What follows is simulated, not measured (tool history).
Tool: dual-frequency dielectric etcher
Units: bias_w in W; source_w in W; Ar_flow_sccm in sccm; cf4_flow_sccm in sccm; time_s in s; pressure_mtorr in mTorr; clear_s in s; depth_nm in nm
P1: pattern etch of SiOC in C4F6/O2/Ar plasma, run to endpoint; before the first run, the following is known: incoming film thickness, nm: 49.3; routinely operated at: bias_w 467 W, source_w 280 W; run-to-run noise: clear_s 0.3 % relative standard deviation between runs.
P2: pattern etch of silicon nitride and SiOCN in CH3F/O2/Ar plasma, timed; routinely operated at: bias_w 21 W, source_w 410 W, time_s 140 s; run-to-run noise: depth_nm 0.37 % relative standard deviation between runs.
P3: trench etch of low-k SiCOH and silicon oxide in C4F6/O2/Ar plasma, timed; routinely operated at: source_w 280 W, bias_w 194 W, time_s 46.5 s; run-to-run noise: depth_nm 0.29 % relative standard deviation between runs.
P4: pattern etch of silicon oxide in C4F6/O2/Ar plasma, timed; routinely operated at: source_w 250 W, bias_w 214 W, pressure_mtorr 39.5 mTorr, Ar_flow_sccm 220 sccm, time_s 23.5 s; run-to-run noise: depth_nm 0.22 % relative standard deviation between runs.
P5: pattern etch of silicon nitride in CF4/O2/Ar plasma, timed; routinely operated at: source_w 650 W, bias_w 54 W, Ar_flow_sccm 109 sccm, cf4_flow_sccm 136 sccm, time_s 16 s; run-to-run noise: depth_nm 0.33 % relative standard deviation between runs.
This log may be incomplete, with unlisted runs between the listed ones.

run   hour  process  bias_w  source_w  Ar_flow_sccm  cf4_flow_sccm  time_s  pressure_mtorr  hours since the last wet clean  hours since the last bias power generator calibration  hours since the last source power generator calibration  clear_s  depth_nm
  1    9.6       P1     467       280                                                                                281.3                                                   1136                                                   1561.1   19.579
  2   23.4       P1     467       210                                                                                295.1                                                 1149.8                                                   1574.9   21.904
  3   32.1       P1     467       280                                                                                303.8                                                 1158.5                                                   1583.6   19.667
      36.7  -- source power generator calibrated
  4   41.1       P5      54       650           109            136      16                                           312.8                                                 1167.5                                                      4.5             39.101
  5   50.6       P2      21       410                                  140                                           322.3                                                   1177                                                       14             18.082
  6     59       P1     580       280                                                                                330.7                                                 1185.4                                                     22.4   17.952
  7   65.9       P5      54       500           109            136      16                                           337.6                                                 1192.3                                                     29.3             31.223
  8   79.4       P3     194       280                                 46.5                                           351.1                                                 1205.8                                                     42.8             136.83
  9   87.9       P1     467       280                                                                                359.6                                                 1214.3                                                     51.3   19.666
 10  103.1       P4     152       250           220                   23.5            39.5                           374.8                                                 1229.5                                                     66.5             58.346
     108.4  -- wet clean of the chamber
 11  110.1       P1     467       280                                                                                  1.8                                                 1236.5                                                     73.5   19.659
 12  123.2       P4     214       310           220                   23.5            39.5                            14.9                                                 1249.6                                                     86.6             71.096
 13  131.3       P2      25       410                                  140                                              23                                                 1257.7                                                     94.7             19.356
 14  139.7       P3     259       280                                 46.5                                            31.4                                                 1266.1                                                    103.1             150.45
 15  148.4       P5      54       650           109            136       9                                            40.1                                                 1274.8                                                    111.8             22.108
 16  159.5       P1     467       390                                                                                 51.2                                                 1285.9                                                    122.9   17.339
 17  174.2       P2      21       410                                  108                                            65.9                                                 1300.6                                                    137.6             13.926
 18  183.9       P1     355       280                                                                                 75.6                                                 1310.3                                                    147.3   21.866
 19  191.1       P3     194       280                                 60.5                                            82.8                                                 1317.5                                                    154.5             177.15
 20    206       P4     214       250           220                   23.5            39.5                            97.7                                                 1332.4                                                    169.4              65.35
 21  220.6       P4     214       250           131                   23.5            39.5                           112.3                                                   1347                                                      184             68.951
 22  233.4       P1     558       380                                                                                125.1                                                 1359.8                                                    196.8   16.396
 23  245.7       P4     214       250           220                     17            39.5                           137.4                                                 1372.1                                                    209.1             47.329
 24  253.2       P1     467       280                                                                                144.9                                                 1379.6                                                    216.6   19.607
 25  265.5       P1     467       280                                                                                157.2                                                 1391.9                                                    228.9   19.582
 26    278       P5      54       650           109            184      16                                           169.7                                                 1404.4                                                    241.4             40.602
 27  288.7       P5      54       650            85            136      16                                           180.4                                                 1415.1                                                    252.1             40.116
 28  295.4       P1     467       280                                                                                187.1                                                 1421.8                                                    258.8    19.58
 29  303.7       P3     194       200                                 46.5                                           195.4                                                 1430.1                                                    267.1             120.16
 30  310.7       P4     214       250           220                   23.5              55                           202.4                                                 1437.1                                                    274.1             62.763
 31  319.5       P1     322       180                                                                                211.2                                                 1445.9                                                    282.9   26.595
 32  331.2       P4     214       250           220                   23.5            39.5                           222.9                                                 1457.6                                                    294.6             65.336
 33  339.8       P2      21       560                                  140                                           231.5                                                 1466.2                                                    303.2             20.085
 34  348.3       P5      35       650           109            136      16                                             240                                                 1474.7                                                    311.7             33.751
 35  362.8       P1     467       280                                                                                254.5                                                 1489.2                                                    326.2   19.654
 36  374.6       P1     467       280                                                                                266.3                                                   1501                                                      338   19.761
 37  386.5       P1     467       280                                                                                278.2                                                 1512.9                                                    349.9   19.868

Forecast run 38:
     393.4  -- wet clean of the chamber
 38  397.2       P1     467       280                                                                                  3.8                                                 1523.6                                                    360.6        ?

clear_s: 19.874 s

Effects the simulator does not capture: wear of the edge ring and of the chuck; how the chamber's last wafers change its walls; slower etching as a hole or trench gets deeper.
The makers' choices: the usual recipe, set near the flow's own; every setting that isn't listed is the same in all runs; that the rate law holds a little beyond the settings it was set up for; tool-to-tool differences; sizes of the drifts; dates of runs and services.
